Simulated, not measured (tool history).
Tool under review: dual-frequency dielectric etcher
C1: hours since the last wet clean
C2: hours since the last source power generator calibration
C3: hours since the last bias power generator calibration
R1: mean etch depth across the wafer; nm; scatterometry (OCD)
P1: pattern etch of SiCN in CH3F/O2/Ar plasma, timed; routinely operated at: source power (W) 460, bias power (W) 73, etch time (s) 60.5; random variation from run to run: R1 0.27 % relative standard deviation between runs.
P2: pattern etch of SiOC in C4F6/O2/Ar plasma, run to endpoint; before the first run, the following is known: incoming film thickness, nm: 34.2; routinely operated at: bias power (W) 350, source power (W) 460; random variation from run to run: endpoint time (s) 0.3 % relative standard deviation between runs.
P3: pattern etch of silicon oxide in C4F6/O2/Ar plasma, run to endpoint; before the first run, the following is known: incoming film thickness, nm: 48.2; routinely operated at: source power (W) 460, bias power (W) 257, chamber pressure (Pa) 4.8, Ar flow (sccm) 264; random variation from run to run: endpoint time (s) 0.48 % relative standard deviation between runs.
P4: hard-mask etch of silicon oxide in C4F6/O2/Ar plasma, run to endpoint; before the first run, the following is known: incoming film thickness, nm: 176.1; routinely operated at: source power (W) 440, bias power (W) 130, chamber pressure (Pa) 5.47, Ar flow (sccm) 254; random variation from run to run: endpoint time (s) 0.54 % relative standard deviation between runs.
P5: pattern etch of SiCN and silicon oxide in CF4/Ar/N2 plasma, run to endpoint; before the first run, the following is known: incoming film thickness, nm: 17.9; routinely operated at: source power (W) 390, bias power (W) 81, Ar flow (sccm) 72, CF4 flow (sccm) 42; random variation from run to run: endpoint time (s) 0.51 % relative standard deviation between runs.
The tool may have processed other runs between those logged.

run 1 hour=9.3 | process_that_ran=P1 source_power_(W)=460 bias_power_(W)=73 etch_time_(s)=60.5 | C1=220.2 C2=1683.3 C3=2001 | R1=23.904
run 2 hour=17.7 | process_that_ran=P5 source_power_(W)=390 bias_power_(W)=81 Ar_flow_(sccm)=101 CF4_flow_(sccm)=42 | C1=228.6 C2=1691.7 C3=2009.4 | endpoint_time_(s)=25.01
run 3 hour=29.6 | process_that_ran=P1 source_power_(W)=460 bias_power_(W)=73 etch_time_(s)=40.5 | C1=240.5 C2=1703.6 C3=2021.3 | R1=16.146
run 4 hour=35.5 | process_that_ran=P2 source_power_(W)=460 bias_power_(W)=274 | C1=246.4 C2=1709.5 C3=2027.2 | endpoint_time_(s)=13.393
run 5 hour=41.5 | process_that_ran=P2 source_power_(W)=460 bias_power_(W)=350 | C1=252.4 C2=1715.5 C3=2033.2 | endpoint_time_(s)=12.264
run 6 hour=52 | process_that_ran=P2 source_power_(W)=460 bias_power_(W)=350 | C1=262.9 C2=1726 C3=2043.7 | endpoint_time_(s)=12.274
run 7 hour=63.2 | process_that_ran=P1 source_power_(W)=460 bias_power_(W)=97 etch_time_(s)=60.5 | C1=274.1 C2=1737.2 C3=2054.9 | R1=26.583
run 8 hour=74.5 | process_that_ran=P1 source_power_(W)=660 bias_power_(W)=73 etch_time_(s)=60.5 | C1=285.4 C2=1748.5 C3=2066.2 | R1=27.526
run 9 hour=85.6 | process_that_ran=P1 source_power_(W)=320 bias_power_(W)=73 etch_time_(s)=60.5 | C1=296.5 C2=1759.6 C3=2077.3 | R1=21.039
run 10 hour=94.4 | process_that_ran=P5 source_power_(W)=390 bias_power_(W)=81 Ar_flow_(sccm)=72 CF4_flow_(sccm)=42 | C1=305.3 C2=1768.4 C3=2086.1 | endpoint_time_(s)=23.889
run 11 hour=101 | process_that_ran=P5 source_power_(W)=540 bias_power_(W)=81 Ar_flow_(sccm)=72 CF4_flow_(sccm)=42 | C1=311.9 C2=1775 C3=2092.7 | endpoint_time_(s)=17.894
-- hour=109.1 wet clean of the chamber
run 12 hour=111.8 | process_that_ran=P3 source_power_(W)=460 bias_power_(W)=257 Ar_flow_(sccm)=353 chamber_pressure_(Pa)=4.8 | C1=2.7 C2=1785.8 C3=2103.5 | endpoint_time_(s)=13.248
run 13 hour=119.3 | process_that_ran=P4 source_power_(W)=620 bias_power_(W)=130 Ar_flow_(sccm)=254 chamber_pressure_(Pa)=5.47 | C1=10.2 C2=1793.3 C3=2111 | endpoint_time_(s)=52.75
run 14 hour=125 | process_that_ran=P3 source_power_(W)=460 bias_power_(W)=257 Ar_flow_(sccm)=264 chamber_pressure_(Pa)=6.13 | C1=15.9 C2=1799 C3=2116.7 | endpoint_time_(s)=13.226
run 15 hour=134.3 | process_that_ran=P3 source_power_(W)=600 bias_power_(W)=257 Ar_flow_(sccm)=264 chamber_pressure_(Pa)=4.8 | C1=25.2 C2=1808.3 C3=2126 | endpoint_time_(s)=11.69
run 16 hour=142.9 | process_that_ran=P1 source_power_(W)=460 bias_power_(W)=73 etch_time_(s)=60.5 | C1=33.8 C2=1816.9 C3=2134.6 | R1=24.079
run 17 hour=153.7 | process_that_ran=P3 source_power_(W)=460 bias_power_(W)=257 Ar_flow_(sccm)=264 chamber_pressure_(Pa)=4.8 | C1=44.6 C2=1827.7 C3=2145.4 | endpoint_time_(s)=12.943
run 18 hour=161.3 | process_that_ran=P4 source_power_(W)=440 bias_power_(W)=99 Ar_flow_(sccm)=254 chamber_pressure_(Pa)=5.47 | C1=52.2 C2=1835.3 C3=2153 | endpoint_time_(s)=64.665
run 19 hour=171.6 | process_that_ran=P1 source_power_(W)=460 bias_power_(W)=59 etch_time_(s)=60.5 | C1=62.5 C2=1845.6 C3=2163.3 | R1=22.399
run 20 hour=179.6 | process_that_ran=P1 source_power_(W)=460 bias_power_(W)=73 etch_time_(s)=85 | C1=70.5 C2=1853.6 C3=2171.3 | R1=33.771
run 21 hour=185.4 | process_that_ran=P1 source_power_(W)=460 bias_power_(W)=73 etch_time_(s)=60.5 | C1=76.3 C2=1859.4 C3=2177.1 | R1=24.032
run 22 hour=191.1 | process_that_ran=P5 source_power_(W)=390 bias_power_(W)=104 Ar_flow_(sccm)=72 CF4_flow_(sccm)=42 | C1=82 C2=1865.1 C3=2182.8 | endpoint_time_(s)=21.756
run 23 hour=198.2 | process_that_ran=P1 source_power_(W)=460 bias_power_(W)=60 etch_time_(s)=33.5 | C1=89.1 C2=1872.2 C3=2189.9 | R1=12.439
run 24 hour=207.6 | process_that_ran=P3 source_power_(W)=460 bias_power_(W)=257 Ar_flow_(sccm)=264 chamber_pressure_(Pa)=4.8 | C1=98.5 C2=1881.6 C3=2199.3 | endpoint_time_(s)=12.988
run 25 hour=214.3 | process_that_ran=P2 source_power_(W)=650 bias_power_(W)=350 | C1=105.2 C2=1888.3 C3=2206 | endpoint_time_(s)=10.75
run 26 hour=223.8 | process_that_ran=P4 source_power_(W)=440 bias_power_(W)=130 Ar_flow_(sccm)=333 chamber_pressure_(Pa)=5.47 | C1=114.7 C2=1897.8 C3=2215.5 | endpoint_time_(s)=61.546
run 27 hour=234.9 | process_that_ran=P4 source_power_(W)=440 bias_power_(W)=130 Ar_flow_(sccm)=254 chamber_pressure_(Pa)=6.87 | C1=125.8 C2=1908.9 C3=2226.6 | endpoint_time_(s)=61.841
run 28 hour=246 | process_that_ran=P4 source_power_(W)=440 bias_power_(W)=130 Ar_flow_(sccm)=254 chamber_pressure_(Pa)=5.47 | C1=136.9 C2=1920 C3=2237.7 | endpoint_time_(s)=59.826
run 29 hour=257.3 | process_that_ran=P5 source_power_(W)=390 bias_power_(W)=81 Ar_flow_(sccm)=72 CF4_flow_(sccm)=28 | C1=148.2 C2=1931.3 C3=2249 | endpoint_time_(s)=25.277
run 30 hour=263 | process_that_ran=P1 source_power_(W)=460 bias_power_(W)=73 etch_time_(s)=60.5 | C1=153.9 C2=1937 C3=2254.7 | R1=24.029
run 31 hour=272.6 | process_that_ran=P3 source_power_(W)=460 bias_power_(W)=169 Ar_flow_(sccm)=264 chamber_pressure_(Pa)=4.8 | C1=163.5 C2=1946.6 C3=2264.3 | endpoint_time_(s)=14.956
run 32 hour=280.1 | process_that_ran=P1 source_power_(W)=460 bias_power_(W)=73 etch_time_(s)=60.5 | C1=171 C2=1954.1 C3=2271.8 | R1=24.105
run 33 hour=291.1 | process_that_ran=P1 source_power_(W)=460 bias_power_(W)=73 etch_time_(s)=60.5 | C1=182 C2=1965.1 C3=2282.8 | R1=24.272
run 34 hour=299.9 | process_that_ran=P1 source_power_(W)=460 bias_power_(W)=73 etch_time_(s)=60.5 | C1=190.8 C2=1973.9 C3=2291.6 | R1=24.267
run 35 hour=310.9 | process_that_ran=P1 source_power_(W)=460 bias_power_(W)=73 etch_time_(s)=60.5 | C1=201.8 C2=1984.9 C3=2302.6 | R1=24.416
run 36 hour=319.2 | process_that_ran=P1 source_power_(W)=460 bias_power_(W)=73 etch_time_(s)=60.5 | C1=210.1 C2=1993.2 C3=2310.9 | R1=24.375
-- hour=321.9 wet clean of the chamber
run 37 hour=325.3 | process_that_ran=P1 source_power_(W)=460 bias_power_(W)=73 etch_time_(s)=60.5 | C1=3.5 C2=1999.3 C3=2317 | R1=24.417
run 38 hour=331.7 | process_that_ran=P1 source_power_(W)=460 bias_power_(W)=73 etch_time_(s)=60.5 | C1=9.9 C2=2005.7 C3=2323.4 | R1=24.495
run 39 hour=338.3 | process_that_ran=P1 source_power_(W)=460 bias_power_(W)=73 etch_time_(s)=60.5 | C1=16.5 C2=2012.3 C3=2330 | R1=24.466
run 40 hour=347.1 | process_that_ran=P1 source_power_(W)=460 bias_power_(W)=73 etch_time_(s)=60.5 | C1=25.3 C2=2021.1 C3=2338.8 | R1=24.394
run 41 hour=352.8 | process_that_ran=P1 source_power_(W)=460 bias_power_(W)=73 etch_time_(s)=60.5 | C1=31 C2=2026.8 C3=2344.5 | R1=24.491
run 42 hour=360.4 | process_that_ran=P1 source_power_(W)=460 bias_power_(W)=73 etch_time_(s)=60.5 | C1=38.6 C2=2034.4 C3=2352.1 | R1=24.392
run 43 hour=370.4 | process_that_ran=P1 source_power_(W)=460 bias_power_(W)=73 etch_time_(s)=60.5 | C1=48.6 C2=2044.4 C3=2362.1 | R1=24.574

Compared with where it was, what P1 gives has crept away. Each cause listed below fits the log as well as the rest, at the size given for it:
A: bias power that arrives over what is set, % = 4.58
B: source power that arrives over what is set, % = 4.28
Onset of the creep was near hour 280.1.
Why every other cause is out:
chamber walls in a state that raises the etch rate, %: work on it at hour 321.9, done after the drift set in, did not restore what the process gave before

You are offered 4 check runs, listed below with question marks in place of their results; each one averages 5 wafers. Which run separates the listed causes by giving clearly different results for each?
run check 1 hour=380.4 | process_that_ran=P3 source_power_(W)=460 bias_power_(W)=220 Ar_flow_(sccm)=264 chamber_pressure_(Pa)=4.8 | endpoint_time_(s)=?
run check 2 hour=380.4 | process_that_ran=P5 source_power_(W)=530 bias_power_(W)=81 Ar_flow_(sccm)=92 CF4_flow_(sccm)=42 | endpoint_time_(s)=?
run check 3 hour=380.4 | process_that_ran=P4 source_power_(W)=440 bias_power_(W)=108 Ar_flow_(sccm)=321 chamber_pressure_(Pa)=5.47 | endpoint_time_(s)=?
run check 4 hour=380.4 | process_that_ran=P2 source_power_(W)=640 bias_power_(W)=287 | endpoint_time_(s)=?

Predicted outcomes, by check and by cause:
check=check_1 result=endpoint_time_(s) if_A=13.461 if_B=13.441
check=check_2 result=endpoint_time_(s) if_A=18.618 if_B=18.246
check=check_3 result=endpoint_time_(s) if_A=64.399 if_B=64.112
check=check_4 result=endpoint_time_(s) if_A=11.42 if_B=11.407
Per-check spread between the two closest causes, in the result where they differ most: check 1 0.15 %; check 2 2.02 %; check 3 0.45 %; check 4 0.12 %
The causes can be told apart only by check 2. The other checks would give nearly the same results under each of them.

The results of check 2 are: endpoint time (s) 18.605. Based on these, which of the listed causes is it?

It was cause A: bias power that arrives over what is set, %.
